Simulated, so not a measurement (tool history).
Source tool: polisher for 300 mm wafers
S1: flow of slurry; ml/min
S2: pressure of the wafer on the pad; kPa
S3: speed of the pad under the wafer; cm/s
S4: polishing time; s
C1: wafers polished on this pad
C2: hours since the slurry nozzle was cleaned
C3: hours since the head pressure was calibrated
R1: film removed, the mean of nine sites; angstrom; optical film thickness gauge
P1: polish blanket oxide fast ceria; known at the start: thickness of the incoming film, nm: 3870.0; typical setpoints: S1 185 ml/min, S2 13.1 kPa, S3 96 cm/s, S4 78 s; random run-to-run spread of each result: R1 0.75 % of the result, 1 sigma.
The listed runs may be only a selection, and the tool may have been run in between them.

Run 1, hour 9.4: S1 185 ml/min, S2 13.1 kPa, S3 96 cm/s, S4 78 s; C1 332; C2 309.9; C3 80.6. Result: R1 6287.5 angstrom.
Run 2, hour 18.0: S1 185 ml/min, S2 13.1 kPa, S3 50 cm/s, S4 78 s; C1 432; C2 318.5; C3 89.2. Result: R1 3266.2 angstrom.
Run 3, hour 22.3: S1 185 ml/min, S2 13.1 kPa, S3 96 cm/s, S4 38 s; C1 481; C2 322.8; C3 93.5. Result: R1 3045.2 angstrom.
Run 4, hour 28.6: S1 185 ml/min, S2 13.1 kPa, S3 96 cm/s, S4 113 s; C1 554; C2 329.1; C3 99.8. Result: R1 9123.8 angstrom.
Run 5, hour 37.3: S1 255 ml/min, S2 13.1 kPa, S3 96 cm/s, S4 78 s; C1 655; C2 337.8; C3 108.5. Result: R1 6601.2 angstrom.
Run 6, hour 46.9: S1 245 ml/min, S2 13.1 kPa, S3 96 cm/s, S4 44 s; C1 766; C2 347.4; C3 118.1. Result: R1 3650.7 angstrom.
Run 7, hour 51.4: S1 185 ml/min, S2 13.1 kPa, S3 96 cm/s, S4 78 s; C1 818; C2 351.9; C3 122.6. Result: R1 6270.0 angstrom.
Run 8, hour 58.7: S1 110 ml/min, S2 13.1 kPa, S3 96 cm/s, S4 78 s; C1 903; C2 359.2; C3 129.9. Result: R1 5731.1 angstrom.
Run 9, hour 63.8: S1 185 ml/min, S2 13.1 kPa, S3 142 cm/s, S4 78 s; C1 962; C2 364.3; C3 135.0. Result: R1 9335.5 angstrom.
Run 10, hour 72.0: S1 185 ml/min, S2 13.1 kPa, S3 96 cm/s, S4 78 s; C1 1057; C2 372.5; C3 143.2. Result: R1 6270.4 angstrom.
Run 11, hour 79.2: S1 185 ml/min, S2 20.0 kPa, S3 96 cm/s, S4 78 s; C1 1140; C2 379.7; C3 150.4. Result: R1 9595.7 angstrom.
Run 12, hour 87.0: S1 185 ml/min, S2 6.2 kPa, S3 96 cm/s, S4 78 s; C1 1230; C2 387.5; C3 158.2. Result: R1 2936.1 angstrom.
Run 13, hour 96.4: S1 185 ml/min, S2 13.1 kPa, S3 96 cm/s, S4 78 s; C1 1339; C2 396.9; C3 167.6. Result: R1 6219.7 angstrom.
Run 14, hour 102.7: S1 110 ml/min, S2 6.9 kPa, S3 96 cm/s, S4 78 s; C1 1412; C2 403.2; C3 173.9. Result: R1 2996.9 angstrom.

Estimate the outcome of run 15 from the log above:
Run 15, hour 112.0: S1 185 ml/min, S2 13.1 kPa, S3 96 cm/s, S4 78 s; C1 1520; C2 412.5; C3 183.2. Result: R1 ?.

{"run 15": {"R1": 6359.7}}

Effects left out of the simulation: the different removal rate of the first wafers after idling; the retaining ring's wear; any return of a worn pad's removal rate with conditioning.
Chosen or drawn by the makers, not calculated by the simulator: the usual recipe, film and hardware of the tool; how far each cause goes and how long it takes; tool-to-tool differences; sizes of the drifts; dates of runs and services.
